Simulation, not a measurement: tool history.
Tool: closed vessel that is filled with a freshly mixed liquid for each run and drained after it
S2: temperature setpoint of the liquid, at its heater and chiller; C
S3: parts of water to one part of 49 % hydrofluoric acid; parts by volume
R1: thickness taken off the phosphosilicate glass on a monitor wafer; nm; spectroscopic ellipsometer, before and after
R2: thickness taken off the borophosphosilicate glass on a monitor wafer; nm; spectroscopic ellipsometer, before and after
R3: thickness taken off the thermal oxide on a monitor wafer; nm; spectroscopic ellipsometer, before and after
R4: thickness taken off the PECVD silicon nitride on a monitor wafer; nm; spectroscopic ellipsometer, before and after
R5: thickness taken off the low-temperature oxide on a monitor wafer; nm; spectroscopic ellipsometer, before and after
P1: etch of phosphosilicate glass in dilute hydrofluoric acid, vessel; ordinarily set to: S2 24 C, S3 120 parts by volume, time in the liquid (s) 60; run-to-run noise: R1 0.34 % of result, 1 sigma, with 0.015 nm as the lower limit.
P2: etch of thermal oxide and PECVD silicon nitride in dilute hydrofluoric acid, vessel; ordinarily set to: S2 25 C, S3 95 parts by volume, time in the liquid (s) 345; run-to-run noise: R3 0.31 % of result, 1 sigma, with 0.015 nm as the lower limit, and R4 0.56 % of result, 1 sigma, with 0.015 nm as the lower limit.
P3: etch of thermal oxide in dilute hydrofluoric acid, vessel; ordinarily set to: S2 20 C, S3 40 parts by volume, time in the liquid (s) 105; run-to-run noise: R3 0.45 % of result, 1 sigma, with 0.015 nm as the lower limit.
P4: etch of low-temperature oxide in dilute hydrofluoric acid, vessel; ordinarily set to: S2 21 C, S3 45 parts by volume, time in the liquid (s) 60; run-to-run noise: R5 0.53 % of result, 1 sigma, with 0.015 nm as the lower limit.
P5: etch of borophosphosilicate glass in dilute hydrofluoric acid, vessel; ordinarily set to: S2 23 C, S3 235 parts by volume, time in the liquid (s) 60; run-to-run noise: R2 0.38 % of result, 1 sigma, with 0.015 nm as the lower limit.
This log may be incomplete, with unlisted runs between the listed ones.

{"run": 1, "hour": 16.6, "process that ran": "P1", "S2": 24, "S3": 120, "time in the liquid (s)": 60, "R1": 46.283}
{"run": 2, "hour": 30.4, "process that ran": "P5", "S2": 23, "S3": 235, "time in the liquid (s)": 60, "R2": 18.718}
{"run": 3, "hour": 43.1, "process that ran": "P1", "S2": 24, "S3": 120, "time in the liquid (s)": 60, "R1": 45.888}
{"run": 4, "hour": 59.6, "process that ran": "P1", "S2": 24, "S3": 120, "time in the liquid (s)": 60, "R1": 46.336}
{"run": 5, "hour": 67.9, "process that ran": "P2", "S2": 25, "S3": 95, "time in the liquid (s)": 345, "R3": 18.319, "R4": 11.33}
{"run": 6, "hour": 81.4, "process that ran": "P4", "S2": 21, "S3": 45, "time in the liquid (s)": 30, "R5": 12.237}
{"run": 7, "hour": 97.1, "process that ran": "P4", "S2": 28, "S3": 45, "time in the liquid (s)": 60, "R5": 32.683}
{"run": 8, "hour": 111.3, "process that ran": "P5", "S2": 17, "S3": 235, "time in the liquid (s)": 60, "R2": 14.96}
{"run": 9, "hour": 120.3, "process that ran": "P3", "S2": 20, "S3": 70, "time in the liquid (s)": 105, "R3": 6.0848}
{"run": 10, "hour": 131.8, "process that ran": "P2", "S2": 25, "S3": 95, "time in the liquid (s)": 345, "R3": 18.326, "R4": 11.341}
{"run": 11, "hour": 143.9, "process that ran": "P5", "S2": 23, "S3": 235, "time in the liquid (s)": 110, "R2": 34.443}
{"run": 12, "hour": 155.7, "process that ran": "P1", "S2": 24, "S3": 120, "time in the liquid (s)": 60, "R1": 46.173}
{"run": 13, "hour": 172.4, "process that ran": "P2", "S2": 25, "S3": 20, "time in the liquid (s)": 345, "R3": 96.325, "R4": 51.84}
{"run": 14, "hour": 186.5, "process that ran": "P1", "S2": 24, "S3": 120, "time in the liquid (s)": 60, "R1": 46.077}
{"run": 15, "hour": 194.7, "process that ran": "P3", "S2": 28, "S3": 40, "time in the liquid (s)": 105, "R3": 15.288}
{"run": 16, "hour": 204.5, "process that ran": "P3", "S2": 20, "S3": 40, "time in the liquid (s)": 105, "R3": 10.914}
{"run": 17, "hour": 218.6, "process that ran": "P1", "S2": 30.5, "S3": 120, "time in the liquid (s)": 60, "R1": 59.223}
{"run": 18, "hour": 227.5, "process that ran": "P1", "S2": 24, "S3": 205, "time in the liquid (s)": 60, "R1": 24.299}
{"run": 19, "hour": 235.4, "process that ran": "P1", "S2": 24, "S3": 120, "time in the liquid (s)": 100, "R1": 76.685}
{"run": 20, "hour": 249.5, "process that ran": "P1", "S2": 28.5, "S3": 120, "time in the liquid (s)": 30, "R1": 27.356}
{"run": 21, "hour": 262.3, "process that ran": "P1", "S2": 24, "S3": 30, "time in the liquid (s)": 60, "R1": 206.01}
{"run": 22, "hour": 279.1, "process that ran": "P2", "S2": 32, "S3": 95, "time in the liquid (s)": 345, "R3": 23.981, "R4": 17.724}
{"run": 23, "hour": 288.7, "process that ran": "P4", "S2": 21, "S3": 45, "time in the liquid (s)": 60, "R5": 24.277}
{"run": 24, "hour": 303.3, "process that ran": "P5", "S2": 23, "S3": 235, "time in the liquid (s)": 60, "R2": 18.659}
{"run": 25, "hour": 313.9, "process that ran": "P4", "S2": 21, "S3": 25, "time in the liquid (s)": 60, "R5": 45.102}
{"run": 26, "hour": 324.4, "process that ran": "P1", "S2": 17.5, "S3": 120, "time in the liquid (s)": 85, "R1": 50.248}
{"run": 27, "hour": 339.2, "process that ran": "P2", "S2": 25, "S3": 95, "time in the liquid (s)": 510, "R3": 27.206, "R4": 16.844}
{"run": 28, "hour": 355.3, "process that ran": "P1", "S2": 24, "S3": 120, "time in the liquid (s)": 60, "R1": 46.134}
{"run": 29, "hour": 370.2, "process that ran": "P3", "S2": 20, "S3": 40, "time in the liquid (s)": 215, "R3": 22.423}
{"run": 30, "hour": 380.5, "process that ran": "P1", "S2": 24, "S3": 120, "time in the liquid (s)": 30, "R1": 22.92}
{"run": 31, "hour": 391.0, "process that ran": "P5", "S2": 23, "S3": 90, "time in the liquid (s)": 60, "R2": 57.376}
{"run": 32, "hour": 407.1, "process that ran": "P1", "S2": 17, "S3": 120, "time in the liquid (s)": 60, "R1": 34.694}
{"run": 33, "hour": 423.3, "process that ran": "P1", "S2": 24, "S3": 120, "time in the liquid (s)": 60, "R1": 46.335}
{"run": 34, "hour": 439.2, "process that ran": "P1", "S2": 24, "S3": 120, "time in the liquid (s)": 60, "R1": 46.245}
{"run": 35, "hour": 453.2, "process that ran": "P1", "S2": 24, "S3": 120, "time in the liquid (s)": 60, "R1": 48.064}
{"run": 36, "hour": 461.3, "process that ran": "P1", "S2": 24, "S3": 120, "time in the liquid (s)": 60, "R1": 48.805}
{"run": 37, "hour": 469.0, "process that ran": "P1", "S2": 24, "S3": 120, "time in the liquid (s)": 60, "R1": 49.453}
{"run": 38, "hour": 477.9, "process that ran": "P1", "S2": 24, "S3": 120, "time in the liquid (s)": 60, "R1": 49.23}
{"run": 39, "hour": 488.7, "process that ran": "P1", "S2": 24, "S3": 120, "time in the liquid (s)": 60, "R1": 49.419}
{"run": 40, "hour": 498.8, "process that ran": "P1", "S2": 24, "S3": 120, "time in the liquid (s)": 60, "R1": 49.75}
{"run": 41, "hour": 513.0, "process that ran": "P1", "S2": 24, "S3": 120, "time in the liquid (s)": 60, "R1": 49.936}
{"run": 42, "hour": 522.3, "process that ran": "P1", "S2": 24, "S3": 120, "time in the liquid (s)": 60, "R1": 50.027}

Something has made what P1 gives creep away from where it was; the 2 causes below, each at its own stated size, fit the log equally well:
A: hydrofluoric acid flow above the setpoint (%) = 7.46
B: liquid hotter than its thermometer reads (K) = 2.13
The onset of the drift is placed at about hour 439.2.

Which of the 4 check runs listed below separates the causes, so that each cause would produce a clearly different result? Each run uses one wafer, and its results are marked with question marks.
{"run": "check 1", "hour": 531.6, "process that ran": "P2", "S2": 25, "S3": 60, "time in the liquid (s)": 345, "R3": "?", "R4": "?"}
{"run": "check 2", "hour": 531.6, "process that ran": "P5", "S2": 18, "S3": 155, "time in the liquid (s)": 60, "R2": "?"}
{"run": "check 3", "hour": 531.6, "process that ran": "P4", "S2": 27, "S3": 45, "time in the liquid (s)": 30, "R5": "?"}
{"run": "check 4", "hour": 531.6, "process that ran": "P3", "S2": 28, "S3": 40, "time in the liquid (s)": 200, "R3": "?"}

If the cause were each of the candidates in turn, the checks would give the following:
check=check_1 result=R3 if_A=32.844 if_B=33.104
check=check_1 result=R4 if_A=19.15 if_B=20.537
check=check_2 result=R2 if_A=27.533 if_B=27.606
check=check_3 result=R5 if_A=16.87 if_B=17.021
check=check_4 result=R3 if_A=31.383 if_B=31.662
How far apart the two closest causes lie, in the result that separates them most: check 1 6.99 %; check 2 0.27 %; check 3 0.89 %; check 4 0.88 %
Only in check 1 would the causes give clearly different results; in the remaining checks their results would be nearly the same.

Check 1 has now been run. It gave: R3 32.87 nm; R4 19.066 nm. Which of the candidate causes is it?

It was cause A: hydrofluoric acid flow above the setpoint (%).
